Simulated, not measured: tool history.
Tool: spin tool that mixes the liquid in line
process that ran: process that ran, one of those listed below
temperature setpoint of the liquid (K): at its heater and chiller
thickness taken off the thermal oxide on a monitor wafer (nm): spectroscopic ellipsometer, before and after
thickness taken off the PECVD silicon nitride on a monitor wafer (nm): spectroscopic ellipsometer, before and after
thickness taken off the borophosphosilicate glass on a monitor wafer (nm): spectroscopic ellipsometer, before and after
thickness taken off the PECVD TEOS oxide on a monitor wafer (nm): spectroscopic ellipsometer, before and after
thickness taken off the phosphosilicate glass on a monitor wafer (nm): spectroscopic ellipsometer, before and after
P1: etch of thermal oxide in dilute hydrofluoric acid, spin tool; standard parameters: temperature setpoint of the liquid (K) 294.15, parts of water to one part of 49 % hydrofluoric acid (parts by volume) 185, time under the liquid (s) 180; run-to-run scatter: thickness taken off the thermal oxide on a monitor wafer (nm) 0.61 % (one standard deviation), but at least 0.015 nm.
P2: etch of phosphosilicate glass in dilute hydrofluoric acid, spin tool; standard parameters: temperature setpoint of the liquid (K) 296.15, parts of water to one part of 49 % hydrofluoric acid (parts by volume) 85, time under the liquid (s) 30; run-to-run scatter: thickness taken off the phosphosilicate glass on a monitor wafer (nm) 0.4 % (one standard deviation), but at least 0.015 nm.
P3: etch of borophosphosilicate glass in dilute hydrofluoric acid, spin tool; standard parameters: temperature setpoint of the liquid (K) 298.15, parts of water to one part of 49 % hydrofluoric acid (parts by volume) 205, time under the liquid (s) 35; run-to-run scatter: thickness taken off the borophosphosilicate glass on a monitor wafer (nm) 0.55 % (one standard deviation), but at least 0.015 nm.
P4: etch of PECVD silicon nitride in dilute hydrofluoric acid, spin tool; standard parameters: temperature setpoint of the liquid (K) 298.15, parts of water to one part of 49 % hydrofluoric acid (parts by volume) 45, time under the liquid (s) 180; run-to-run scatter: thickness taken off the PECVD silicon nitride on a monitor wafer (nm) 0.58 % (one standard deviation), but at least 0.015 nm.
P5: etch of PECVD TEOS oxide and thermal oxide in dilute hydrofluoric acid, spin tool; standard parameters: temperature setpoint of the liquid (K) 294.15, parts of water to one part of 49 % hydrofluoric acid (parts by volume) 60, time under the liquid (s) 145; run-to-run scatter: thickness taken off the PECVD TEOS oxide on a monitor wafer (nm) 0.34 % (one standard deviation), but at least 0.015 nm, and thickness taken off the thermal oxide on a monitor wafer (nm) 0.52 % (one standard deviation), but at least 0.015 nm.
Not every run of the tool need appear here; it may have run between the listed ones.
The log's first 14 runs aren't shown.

run,hour,process that ran,temperature setpoint of the liquid (K),parts of water to one part of 49 % hydrofluoric acid (parts by volume),time under the liquid (s),hours since the thermometer was replaced,hours since the hydrofluoric acid flow meter was replaced,thickness taken off the thermal oxide on a monitor wafer (nm),thickness taken off the PECVD silicon nitride on a monitor wafer (nm),thickness taken off the borophosphosilicate glass on a monitor wafer (nm),thickness taken off the PECVD TEOS oxide on a monitor wafer (nm),thickness taken off the phosphosilicate glass on a monitor wafer (nm)
15,134.7,P1,294.15,185,180,941.1,1143.6,3.5976,,,,
16,140.7,P3,301.65,205,35,947.1,1149.6,,,4.6526,,
17,150.4,P2,296.15,85,30,956.8,1159.3,,,,,32.717
18,159.7,P1,294.15,185,365,966.1,1168.6,7.2773,,,,
19,171.9,P1,294.15,120,180,978.3,1180.8,5.9816,,,,
20,183.5,P1,294.15,185,75,989.9,1192.4,1.4873,,,,
21,193.3,P2,296.15,85,30,999.7,1202.2,,,,,32.604
22,202.7,P4,306.65,45,180,1009.1,1211.6,,40.9270,,,
23,212.9,P2,296.15,140,30,1019.3,1221.8,,,,,18.615
24,224.3,P5,294.15,60,145,1030.7,1233.2,10.6470,,,48.153,
25,231.1,P4,298.15,45,55,1037.5,1240.0,,7.1289,,,
26,243.7,P1,294.15,185,180,1050.1,1252.6,3.6428,,,,
27,249.7,P2,296.15,85,15,1056.1,1258.6,,,,,16.285
28,259.7,P1,290.15,300,180,1066.1,1268.6,1.6937,,,,

Forecast run 29:
29,272.4,P1,290.15,185,80,1078.8,1281.3,?,,,,

Run 29 yielded thickness taken off the thermal oxide on a monitor wafer (nm) 1.3555.
